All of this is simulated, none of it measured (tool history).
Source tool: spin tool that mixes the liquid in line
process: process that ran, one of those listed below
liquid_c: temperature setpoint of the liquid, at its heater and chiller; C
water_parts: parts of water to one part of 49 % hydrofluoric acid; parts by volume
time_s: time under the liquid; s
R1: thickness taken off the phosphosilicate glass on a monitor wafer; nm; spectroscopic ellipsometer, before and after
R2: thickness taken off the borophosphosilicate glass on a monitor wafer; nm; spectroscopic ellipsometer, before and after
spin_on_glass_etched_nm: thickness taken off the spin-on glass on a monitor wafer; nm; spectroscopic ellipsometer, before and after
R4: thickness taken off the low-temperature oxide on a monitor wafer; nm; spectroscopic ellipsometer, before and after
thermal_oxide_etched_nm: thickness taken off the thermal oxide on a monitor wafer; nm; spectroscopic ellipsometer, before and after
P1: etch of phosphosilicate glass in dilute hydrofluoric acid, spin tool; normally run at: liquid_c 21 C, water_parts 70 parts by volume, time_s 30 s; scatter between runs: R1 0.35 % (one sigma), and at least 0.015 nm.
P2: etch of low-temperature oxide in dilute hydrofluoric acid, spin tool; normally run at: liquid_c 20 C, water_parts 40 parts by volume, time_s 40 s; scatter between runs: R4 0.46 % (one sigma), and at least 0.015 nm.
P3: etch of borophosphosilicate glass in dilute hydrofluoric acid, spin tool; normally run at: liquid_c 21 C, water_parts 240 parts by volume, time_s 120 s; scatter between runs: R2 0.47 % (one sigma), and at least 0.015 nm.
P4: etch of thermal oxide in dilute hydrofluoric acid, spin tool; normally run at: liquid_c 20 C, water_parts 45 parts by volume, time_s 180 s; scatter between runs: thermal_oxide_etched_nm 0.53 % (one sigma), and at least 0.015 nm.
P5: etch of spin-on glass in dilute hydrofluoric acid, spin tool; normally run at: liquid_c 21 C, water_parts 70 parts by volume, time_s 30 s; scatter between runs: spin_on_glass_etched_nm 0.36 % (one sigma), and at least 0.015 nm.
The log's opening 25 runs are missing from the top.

{"run": 26, "day": 9.875, "process": "P4", "liquid_c": 20, "water_parts": 45, "time_s": 180, "thermal_oxide_etched_nm": 17.455}
{"run": 27, "day": 10.117, "process": "P1", "liquid_c": 21, "water_parts": 70, "time_s": 30, "R1": 59.651}
{"run": 28, "day": 10.4, "process": "P2", "liquid_c": 27.5, "water_parts": 40, "time_s": 40, "R4": 13.191}
{"run": 29, "day": 10.862, "process": "P1", "liquid_c": 17, "water_parts": 70, "time_s": 30, "R1": 50.356}
{"run": 30, "day": 11.158, "process": "P1", "liquid_c": 28, "water_parts": 70, "time_s": 30, "R1": 79.117}
{"run": 31, "day": 11.562, "process": "P1", "liquid_c": 28.5, "water_parts": 105, "time_s": 30, "R1": 51.366}
{"run": 32, "day": 11.888, "process": "P1", "liquid_c": 21, "water_parts": 20, "time_s": 30, "R1": 222.04}
{"run": 33, "day": 12.362, "process": "P1", "liquid_c": 21, "water_parts": 70, "time_s": 30, "R1": 59.458}
{"run": 34, "day": 12.812, "process": "P1", "liquid_c": 21, "water_parts": 70, "time_s": 30, "R1": 58.011}
{"run": 35, "day": 13.192, "process": "P1", "liquid_c": 21, "water_parts": 70, "time_s": 30, "R1": 56.868}
{"run": 36, "day": 13.646, "process": "P1", "liquid_c": 21, "water_parts": 70, "time_s": 30, "R1": 55.935}

Run 37 is up next; what results do you expect?
{"run": 37, "day": 14.012, "process": "P1", "liquid_c": 21, "water_parts": 70, "time_s": 30, "R1": "?"}

For run 37 the tool returned R1 55.625 nm.

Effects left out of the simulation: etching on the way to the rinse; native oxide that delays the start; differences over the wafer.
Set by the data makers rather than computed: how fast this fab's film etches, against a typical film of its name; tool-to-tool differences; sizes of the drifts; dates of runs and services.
